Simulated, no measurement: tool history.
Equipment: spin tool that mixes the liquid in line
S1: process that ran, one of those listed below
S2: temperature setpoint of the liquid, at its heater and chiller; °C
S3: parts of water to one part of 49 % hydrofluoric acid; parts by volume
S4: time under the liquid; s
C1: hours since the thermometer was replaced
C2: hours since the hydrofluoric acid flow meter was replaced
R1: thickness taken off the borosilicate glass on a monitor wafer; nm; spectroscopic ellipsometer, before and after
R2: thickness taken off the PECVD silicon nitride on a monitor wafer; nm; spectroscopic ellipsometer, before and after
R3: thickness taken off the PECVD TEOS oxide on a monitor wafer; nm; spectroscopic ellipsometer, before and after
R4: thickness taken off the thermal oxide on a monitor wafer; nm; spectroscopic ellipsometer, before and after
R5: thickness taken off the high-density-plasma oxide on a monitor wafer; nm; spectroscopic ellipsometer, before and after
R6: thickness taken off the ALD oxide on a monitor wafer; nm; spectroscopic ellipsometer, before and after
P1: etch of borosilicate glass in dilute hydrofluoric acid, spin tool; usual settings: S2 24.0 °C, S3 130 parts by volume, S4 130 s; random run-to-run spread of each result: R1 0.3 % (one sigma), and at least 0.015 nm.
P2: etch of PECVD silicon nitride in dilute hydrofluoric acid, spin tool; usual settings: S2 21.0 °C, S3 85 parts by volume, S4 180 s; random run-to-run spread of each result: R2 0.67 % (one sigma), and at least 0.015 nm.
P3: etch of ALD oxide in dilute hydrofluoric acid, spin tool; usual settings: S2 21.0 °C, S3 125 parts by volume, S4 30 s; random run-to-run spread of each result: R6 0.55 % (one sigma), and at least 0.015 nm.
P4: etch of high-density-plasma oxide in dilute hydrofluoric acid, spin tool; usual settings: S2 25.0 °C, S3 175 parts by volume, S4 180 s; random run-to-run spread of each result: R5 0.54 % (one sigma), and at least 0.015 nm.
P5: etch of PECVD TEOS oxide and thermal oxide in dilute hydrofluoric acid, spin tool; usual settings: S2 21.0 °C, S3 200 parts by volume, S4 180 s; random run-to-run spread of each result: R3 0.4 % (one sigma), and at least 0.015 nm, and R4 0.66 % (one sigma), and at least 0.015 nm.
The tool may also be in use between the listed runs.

| run | hour | S1 | S2 | S3 | S4 | C1 | C2 | R1 | R2 | R3 | R4 | R5 | R6 |
|---|---|---|---|---|---|---|---|---|---|---|---|---|---|
| 1 | 10.1 | P1 | 24.0 | 130 | 130 | 438.1 | 388.9 | 23.1820 |  |  |  |  |  |
| 2 | 27.3 | P1 | 24.0 | 130 | 130 | 455.3 | 406.1 | 23.2240 |  |  |  |  |  |
| 3 | 45.0 | P1 | 24.0 | 130 | 130 | 473.0 | 423.8 | 23.2050 |  |  |  |  |  |
| 4 | 62.1 | P2 | 21.0 | 85 | 340 | 490.1 | 440.9 |  | 6.7618 |  |  |  |  |
| 5 | 81.2 | P5 | 21.0 | 200 | 180 | 509.2 | 460.0 |  |  | 7.1396 | 3.3428 |  |  |
| 6 | 99.4 | P2 | 21.0 | 85 | 180 | 527.4 | 478.2 |  | 3.5524 |  |  |  |  |
| 7 | 115.0 | P1 | 24.0 | 130 | 70 | 543.0 | 493.8 | 12.5060 |  |  |  |  |  |
| 8 | 133.2 | P4 | 25.0 | 175 | 15 | 561.2 | 512.0 |  |  |  |  | 0.39837 |  |
| 9 | 143.7 | P3 | 21.0 | 125 | 30 | 571.7 | 522.5 |  |  |  |  |  | 6.7773 |
| 10 | 157.0 | P5 | 21.0 | 85 | 180 | 585.0 | 535.8 |  |  | 19.0390 | 8.7668 |  |  |
| 11 | 171.9 | P1 | 24.0 | 130 | 130 | 599.9 | 550.7 | 23.1420 |  |  |  |  |  |
| 12 | 190.2 | P1 | 24.0 | 130 | 210 | 618.2 | 569.0 | 37.3930 |  |  |  |  |  |
| 13 | 207.5 | P3 | 21.0 | 125 | 30 | 635.5 | 586.3 |  |  |  |  |  | 6.7768 |
| 14 | 217.6 | P5 | 21.0 | 200 | 180 | 645.6 | 596.4 |  |  | 7.2026 | 3.3288 |  |  |
| 15 | 226.4 | P1 | 31.5 | 130 | 65 | 654.4 | 605.2 | 15.2870 |  |  |  |  |  |
| 16 | 235.7 | P2 | 21.0 | 45 | 180 | 663.7 | 614.5 |  | 6.7171 |  |  |  |  |
|  | 244.1 | hydrofluoric acid flow meter replaced |
| 17 | 246.7 | P3 | 21.0 | 35 | 30 | 674.7 | 2.7 |  |  |  |  |  | 26.8040 |
| 18 | 261.6 | P1 | 29.0 | 130 | 130 | 689.6 | 17.6 | 27.9950 |  |  |  |  |  |
| 19 | 279.3 | P3 | 21.0 | 125 | 60 | 707.3 | 35.3 |  |  |  |  |  | 13.6390 |
| 20 | 292.4 | P4 | 25.0 | 40 | 180 | 720.4 | 48.4 |  |  |  |  | 25.29400 |  |
| 21 | 302.8 | P4 | 25.0 | 175 | 180 | 730.8 | 58.8 |  |  |  |  | 4.93720 |  |
| 22 | 316.3 | P4 | 25.0 | 175 | 180 | 744.3 | 72.3 |  |  |  |  | 4.86700 |  |
| 23 | 330.1 | P3 | 17.0 | 125 | 30 | 758.1 | 86.1 |  |  |  |  |  | 5.7751 |
| 24 | 339.9 | P1 | 24.0 | 130 | 130 | 767.9 | 95.9 | 23.1940 |  |  |  |  |  |
| 25 | 349.8 | P1 | 24.0 | 195 | 130 | 777.8 | 105.8 | 14.4120 |  |  |  |  |  |
| 26 | 364.4 | P2 | 29.0 | 85 | 180 | 792.4 | 120.4 |  | 5.9854 |  |  |  |  |
| 27 | 378.6 | P5 | 27.5 | 200 | 180 | 806.6 | 134.6 |  |  | 9.1084 | 4.2289 |  |  |
| 28 | 390.6 | P5 | 21.0 | 200 | 85 | 818.6 | 146.6 |  |  | 3.3985 | 1.5891 |  |  |
| 29 | 409.5 | P4 | 17.0 | 175 | 180 | 837.5 | 165.5 |  |  |  |  | 3.56100 |  |
| 30 | 418.0 | P1 | 17.0 | 130 | 130 | 846.0 | 174.0 | 17.5700 |  |  |  |  |  |
| 31 | 436.6 | P1 | 24.0 | 70 | 130 | 864.6 | 192.6 | 46.2600 |  |  |  |  |  |
| 32 | 449.9 | P1 | 24.0 | 55 | 65 | 877.9 | 205.9 | 30.0950 |  |  |  |  |  |
| 33 | 468.9 | P1 | 30.0 | 130 | 20 | 896.9 | 224.9 | 4.4729 |  |  |  |  |  |
| 34 | 482.1 | P2 | 21.0 | 85 | 180 | 910.1 | 238.1 |  | 3.5805 |  |  |  |  |
| 35 | 499.9 | P1 | 24.0 | 130 | 130 | 927.9 | 255.9 | 23.1620 |  |  |  |  |  |
| 36 | 518.4 | P1 | 24.0 | 130 | 130 | 946.4 | 274.4 | 22.4090 |  |  |  |  |  |
| 37 | 537.6 | P1 | 24.0 | 130 | 130 | 965.6 | 293.6 | 22.3110 |  |  |  |  |  |
| 38 | 551.8 | P1 | 24.0 | 130 | 130 | 979.8 | 307.8 | 22.0340 |  |  |  |  |  |
| 39 | 568.7 | P1 | 24.0 | 130 | 130 | 996.7 | 324.7 | 21.9640 |  |  |  |  |  |
| 40 | 580.9 | P1 | 24.0 | 130 | 130 | 1008.9 | 336.9 | 21.8300 |  |  |  |  |  |
| 41 | 590.0 | P1 | 24.0 | 130 | 130 | 1018.0 | 346.0 | 21.8250 |  |  |  |  |  |
| 42 | 606.2 | P1 | 24.0 | 130 | 130 | 1034.2 | 362.2 | 21.9480 |  |  |  |  |  |
| 43 | 622.0 | P1 | 24.0 | 130 | 130 | 1050.0 | 378.0 | 21.8900 |  |  |  |  |  |

P1 has crept away from where it was. The log is fitted equally well by each of these 2 causes, at the sizes shown:
A: hydrofluoric acid flow below the setpoint (%) = 5.35
B: liquid colder than its thermometer reads (K) = 1.63
The onset of the drift is placed at about hour 499.9.

Consider the 4 single-wafer check runs listed below, results given as question marks: which one distinguishes between the causes by giving clearly different results for each?
| check 1 | 637.8 | P2 | 29.0 | 85 | 330 |  |  |  | ? |  |  |  |  |
| check 2 | 637.8 | P4 | 19.0 | 175 | 15 |  |  |  |  |  |  | ? |  |
| check 3 | 637.8 | P3 | 17.0 | 125 | 50 |  |  |  |  |  |  |  | ? |
| check 4 | 637.8 | P5 | 21.0 | 105 | 180 |  |  |  |  | ? | ? |  |  |

What each check would give under each cause:
| check | result | if A | if B |
|---|---|---|---|
| check 1 | R2 | 10.4970 | 9.9887 |
| check 2 | R5 | 0.30249 | 0.30236 |
| check 3 | R6 | 8.9894 | 8.9336 |
| check 4 | R3 | 14.2260 | 14.1570 |
| check 4 | R4 | 6.5838 | 6.5517 |
Distance between the nearest two causes, measured in the result of the check that separates them most: check 1 4.97 %; check 2 0.04 %; check 3 0.62 %; check 4 0.49 %
Check 1 is the one run that separates the causes; every other check would come out nearly the same whichever cause is at work.

The results of check 1 are: R2 10.4270 nm. Based on these, which of the listed causes is it?

It is A: hydrofluoric acid flow below the setpoint (%).
